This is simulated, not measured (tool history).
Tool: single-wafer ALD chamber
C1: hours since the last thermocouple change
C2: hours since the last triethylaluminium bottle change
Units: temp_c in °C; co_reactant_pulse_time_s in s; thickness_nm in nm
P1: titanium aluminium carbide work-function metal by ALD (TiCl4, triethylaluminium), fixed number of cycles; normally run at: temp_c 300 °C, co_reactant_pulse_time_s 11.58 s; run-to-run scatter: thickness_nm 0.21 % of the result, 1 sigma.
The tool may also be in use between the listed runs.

{"run": 1, "hour": 6.3, "temp_c": 300, "co_reactant_pulse_time_s": 11.58, "C1": 234.6, "C2": 367.9, "thickness_nm": 2.0316}
{"run": 2, "hour": 16.1, "temp_c": 300, "co_reactant_pulse_time_s": 11.58, "C1": 244.4, "C2": 377.7, "thickness_nm": 2.0335}
{"run": 3, "hour": 22.3, "temp_c": 300, "co_reactant_pulse_time_s": 11.58, "C1": 250.6, "C2": 383.9, "thickness_nm": 2.0432}
{"run": 4, "hour": 30.0, "temp_c": 321, "co_reactant_pulse_time_s": 11.58, "C1": 258.3, "C2": 391.6, "thickness_nm": 2.2199}
{"run": 5, "hour": 34.7, "temp_c": 278, "co_reactant_pulse_time_s": 11.58, "C1": 263, "C2": 396.3, "thickness_nm": 1.8394}
{"run": 6, "hour": 39.9, "temp_c": 300, "co_reactant_pulse_time_s": 17.53, "C1": 268.2, "C2": 401.5, "thickness_nm": 2.0713}
{"run": 7, "hour": 50.4, "temp_c": 300, "co_reactant_pulse_time_s": 11.58, "C1": 278.7, "C2": 412, "thickness_nm": 2.0272}
{"run": 8, "hour": 56.5, "temp_c": 281, "co_reactant_pulse_time_s": 7.3, "C1": 284.8, "C2": 418.1, "thickness_nm": 1.7443}
{"run": 9, "hour": 62.6, "temp_c": 300, "co_reactant_pulse_time_s": 11.58, "C1": 290.9, "C2": 424.2, "thickness_nm": 2.0302}
{"run": 10, "hour": 70.1, "temp_c": 300, "co_reactant_pulse_time_s": 11.58, "C1": 298.4, "C2": 431.7, "thickness_nm": 2.0229}
{"run": 11, "hour": 77.7, "temp_c": 300, "co_reactant_pulse_time_s": 6.15, "C1": 306, "C2": 439.3, "thickness_nm": 1.8321}
{"run": 12, "hour": 83.2, "temp_c": 300, "co_reactant_pulse_time_s": 11.58, "C1": 311.5, "C2": 444.8, "thickness_nm": 2.0404}
{"run": 13, "hour": 93.3, "temp_c": 300, "co_reactant_pulse_time_s": 11.58, "C1": 321.6, "C2": 454.9, "thickness_nm": 2.0196}
{"run": 14, "hour": 99.1, "temp_c": 300, "co_reactant_pulse_time_s": 11.58, "C1": 327.4, "C2": 460.7, "thickness_nm": 2.0144}

Forecast run 15:
{"run": 15, "hour": 108.8, "temp_c": 300, "co_reactant_pulse_time_s": 11.58, "C1": 337.1, "C2": 470.4, "thickness_nm": "?"}

Run 15 gave thickness_nm 2.0023 nm.

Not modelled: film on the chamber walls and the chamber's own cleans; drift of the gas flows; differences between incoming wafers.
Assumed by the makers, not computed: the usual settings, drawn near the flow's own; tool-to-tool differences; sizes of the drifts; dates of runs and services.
